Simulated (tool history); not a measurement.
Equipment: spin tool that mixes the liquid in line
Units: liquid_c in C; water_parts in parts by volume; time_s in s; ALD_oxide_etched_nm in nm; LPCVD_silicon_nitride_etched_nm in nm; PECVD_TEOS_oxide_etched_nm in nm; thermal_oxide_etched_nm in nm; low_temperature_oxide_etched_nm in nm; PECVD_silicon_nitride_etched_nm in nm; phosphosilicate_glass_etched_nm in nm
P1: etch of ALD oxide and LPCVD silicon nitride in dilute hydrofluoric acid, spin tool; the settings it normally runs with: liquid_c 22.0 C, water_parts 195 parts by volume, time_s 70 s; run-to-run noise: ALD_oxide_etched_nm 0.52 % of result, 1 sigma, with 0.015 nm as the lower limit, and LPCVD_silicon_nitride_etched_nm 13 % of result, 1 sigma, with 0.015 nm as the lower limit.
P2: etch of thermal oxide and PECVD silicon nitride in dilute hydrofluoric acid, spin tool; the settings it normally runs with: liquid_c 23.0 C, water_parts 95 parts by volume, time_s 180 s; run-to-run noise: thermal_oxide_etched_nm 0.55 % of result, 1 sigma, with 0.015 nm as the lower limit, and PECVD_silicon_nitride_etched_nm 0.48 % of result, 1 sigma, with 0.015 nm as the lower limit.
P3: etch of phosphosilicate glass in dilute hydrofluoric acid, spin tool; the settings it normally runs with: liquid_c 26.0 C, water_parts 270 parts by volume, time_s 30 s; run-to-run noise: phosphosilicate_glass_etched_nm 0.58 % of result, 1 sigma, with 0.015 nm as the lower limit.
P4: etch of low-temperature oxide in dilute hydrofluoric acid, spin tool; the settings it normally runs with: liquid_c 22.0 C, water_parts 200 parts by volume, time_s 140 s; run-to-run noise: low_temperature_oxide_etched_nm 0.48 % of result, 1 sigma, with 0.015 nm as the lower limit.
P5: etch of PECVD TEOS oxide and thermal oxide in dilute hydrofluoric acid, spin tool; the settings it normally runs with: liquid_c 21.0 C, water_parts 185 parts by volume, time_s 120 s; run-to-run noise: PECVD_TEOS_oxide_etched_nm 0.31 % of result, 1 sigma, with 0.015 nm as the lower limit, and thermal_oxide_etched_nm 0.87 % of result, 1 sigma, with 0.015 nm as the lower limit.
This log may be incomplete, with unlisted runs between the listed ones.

| run | hour | process | liquid_c | water_parts | time_s | hours since the thermometer was replaced | hours since the hydrofluoric acid flow meter was replaced | ALD_oxide_etched_nm | LPCVD_silicon_nitride_etched_nm | PECVD_TEOS_oxide_etched_nm | thermal_oxide_etched_nm | low_temperature_oxide_etched_nm | PECVD_silicon_nitride_etched_nm | phosphosilicate_glass_etched_nm |
|---|---|---|---|---|---|---|---|---|---|---|---|---|---|---|
| 1 | 17.1 | P1 | 22.0 | 195 | 70 | 1693.7 | 1672.5 | 4.20530 | 0.153770 |  |  |  |  |  |
| 2 | 26.1 | P5 | 21.0 | 185 | 120 | 1702.7 | 1681.5 |  |  | 7.8375 | 2.5592 |  |  |  |
| 3 | 40.8 | P1 | 29.5 | 195 | 70 | 1717.4 | 1696.2 | 5.57050 | 0.268220 |  |  |  |  |  |
| 4 | 55.1 | P1 | 17.0 | 195 | 70 | 1731.7 | 1710.5 | 3.48440 | 0.104110 |  |  |  |  |  |
| 5 | 64.7 | P4 | 22.0 | 200 | 30 | 1741.3 | 1720.1 |  |  |  |  | 1.3404 |  |  |
| 6 | 78.6 | P5 | 21.0 | 330 | 120 | 1755.2 | 1734.0 |  |  | 3.8304 | 1.2463 |  |  |  |
| 7 | 89.4 | P2 | 23.0 | 35 | 180 | 1766.0 | 1744.8 |  |  |  | 26.3440 |  | 18.9890 |  |
| 8 | 102.4 | P4 | 22.0 | 200 | 140 | 1779.0 | 1757.8 |  |  |  |  | 6.2320 |  |  |
| 9 | 111.7 | P2 | 18.0 | 95 | 180 | 1788.3 | 1767.1 |  |  |  | 7.2485 |  | 5.0902 |  |
| 10 | 126.4 | P1 | 22.0 | 330 | 70 | 1803.0 | 1781.8 | 2.23720 | 0.111400 |  |  |  |  |  |
| 11 | 140.1 | P1 | 22.0 | 195 | 70 | 1816.7 | 1795.5 | 4.27370 | 0.173460 |  |  |  |  |  |
| 12 | 151.4 | P1 | 22.0 | 195 | 125 | 1828.0 | 1806.8 | 7.56770 | 0.225740 |  |  |  |  |  |
| 13 | 168.7 | P2 | 23.0 | 95 | 180 | 1845.3 | 1824.1 |  |  |  | 9.0125 |  | 7.1824 |  |
| 14 | 182.3 | P4 | 22.0 | 355 | 140 | 1858.9 | 1837.7 |  |  |  |  | 3.0298 |  |  |
| 15 | 190.0 | P5 | 27.5 | 185 | 120 | 1866.6 | 1845.4 |  |  | 10.0130 | 3.2979 |  |  |  |
| 16 | 197.9 | P2 | 23.0 | 95 | 180 | 1874.5 | 1853.3 |  |  |  | 8.9001 |  | 7.1549 |  |
| 17 | 212.4 | P3 | 20.5 | 270 | 30 | 1889.0 | 1867.8 |  |  |  |  |  |  | 15.148 |
| 18 | 229.9 | P3 | 26.0 | 270 | 45 | 1906.5 | 1885.3 |  |  |  |  |  |  | 27.821 |
| 19 | 245.4 | P5 | 21.0 | 185 | 120 | 1922.0 | 1900.8 |  |  | 7.8102 | 2.5552 |  |  |  |
| 20 | 260.1 | P1 | 22.0 | 195 | 70 | 1936.7 | 1915.5 | 4.22090 | 0.156050 |  |  |  |  |  |
| 21 | 268.6 | P3 | 26.0 | 405 | 30 | 1945.2 | 1924.0 |  |  |  |  |  |  | 10.639 |
| 22 | 285.6 | P1 | 22.0 | 195 | 70 | 1962.2 | 1941.0 | 4.22590 | 0.178880 |  |  |  |  |  |
| 23 | 298.0 | P1 | 22.0 | 195 | 15 | 1974.6 | 1953.4 | 0.88145 | 0.056774 |  |  |  |  |  |
| 24 | 307.2 | P1 | 22.0 | 50 | 70 | 1983.8 | 1962.6 | 19.29500 | 0.563700 |  |  |  |  |  |
|  | 313.3 | thermometer replaced |
| 25 | 319.5 | P1 | 22.0 | 195 | 70 | 6.2 | 1974.9 | 4.23790 | 0.126310 |  |  |  |  |  |
| 26 | 334.0 | P3 | 26.0 | 270 | 30 | 20.7 | 1989.4 |  |  |  |  |  |  | 18.435 |
| 27 | 344.7 | P1 | 17.0 | 195 | 115 | 31.4 | 2000.1 | 5.69610 | 0.199490 |  |  |  |  |  |
| 28 | 353.9 | P5 | 21.0 | 185 | 70 | 40.6 | 2009.3 |  |  | 4.5898 | 1.4765 |  |  |  |
| 29 | 365.7 | P4 | 29.0 | 200 | 140 | 52.4 | 2021.1 |  |  |  |  | 7.9933 |  |  |
| 30 | 379.7 | P2 | 23.0 | 95 | 85 | 66.4 | 2035.1 |  |  |  | 4.2174 |  | 3.4062 |  |
| 31 | 392.2 | P1 | 22.0 | 195 | 70 | 78.9 | 2047.6 | 4.21800 | 0.109540 |  |  |  |  |  |
| 32 | 401.1 | P1 | 22.0 | 195 | 70 | 87.8 | 2056.5 | 4.28270 | 0.163270 |  |  |  |  |  |
| 33 | 412.5 | P1 | 22.0 | 195 | 70 | 99.2 | 2067.9 | 4.43760 | 0.174750 |  |  |  |  |  |
| 34 | 420.1 | P1 | 22.0 | 195 | 70 | 106.8 | 2075.5 | 4.39060 | 0.160120 |  |  |  |  |  |
| 35 | 427.6 | P1 | 22.0 | 195 | 70 | 114.3 | 2083.0 | 4.50120 | 0.161060 |  |  |  |  |  |
| 36 | 440.2 | P1 | 22.0 | 195 | 70 | 126.9 | 2095.6 | 4.51130 | 0.156510 |  |  |  |  |  |
| 37 | 454.7 | P1 | 22.0 | 195 | 70 | 141.4 | 2110.1 | 4.52670 | 0.212360 |  |  |  |  |  |
| 38 | 463.8 | P1 | 22.0 | 195 | 70 | 150.5 | 2119.2 | 4.56400 | 0.160390 |  |  |  |  |  |
| 39 | 475.4 | P1 | 22.0 | 195 | 70 | 162.1 | 2130.8 | 4.57240 | 0.220380 |  |  |  |  |  |

P1 has crept away from where it was. The log is fitted equally well by each of these 2 causes, at the sizes shown:
A: hydrofluoric acid flow above the setpoint (%) = 5.65
B: liquid hotter than its thermometer reads (K) = 1.76
The creep began at about hour 392.2.

Of the 4 check runs listed below, each run on one wafer and each result written as a question mark, which would let you distinguish the listed causes because they would give clearly different results?
| check 1 | 487.0 | P4 | 22.0 | 200 | 140 |  |  |  |  |  |  | ? |  |  |
| check 2 | 487.0 | P2 | 23.0 | 95 | 180 |  |  |  |  |  | ? |  | ? |  |
| check 3 | 487.0 | P5 | 21.0 | 185 | 120 |  |  |  |  | ? | ? |  |  |  |
| check 4 | 487.0 | P3 | 26.0 | 270 | 30 |  |  |  |  |  |  |  |  | ? |

What each check would give under each cause:
| check | result | if A | if B |
|---|---|---|---|
| check 1 | low_temperature_oxide_etched_nm | 6.6076 | 6.6064 |
| check 2 | thermal_oxide_etched_nm | 9.5238 | 9.6093 |
| check 2 | PECVD_silicon_nitride_etched_nm | 7.5811 | 8.0683 |
| check 3 | PECVD_TEOS_oxide_etched_nm | 8.3635 | 8.3812 |
| check 3 | thermal_oxide_etched_nm | 2.7240 | 2.7297 |
| check 4 | phosphosilicate_glass_etched_nm | 19.628 | 19.432 |
Gap, in per cent, between the two causes that each check separates least, read from the result that separates them most: check 1 0.02 %; check 2 6.23 %; check 3 0.21 %; check 4 1.01 %
The other checks would show nearly matching results whichever cause is true, so check 2 is the only one that separates the causes.

Check 2 was carried out, with these results: thermal_oxide_etched_nm 9.5768 nm; PECVD_silicon_nitride_etched_nm 7.9957 nm. Which of the listed causes is responsible?

B is the cause: liquid hotter than its thermometer reads (K).

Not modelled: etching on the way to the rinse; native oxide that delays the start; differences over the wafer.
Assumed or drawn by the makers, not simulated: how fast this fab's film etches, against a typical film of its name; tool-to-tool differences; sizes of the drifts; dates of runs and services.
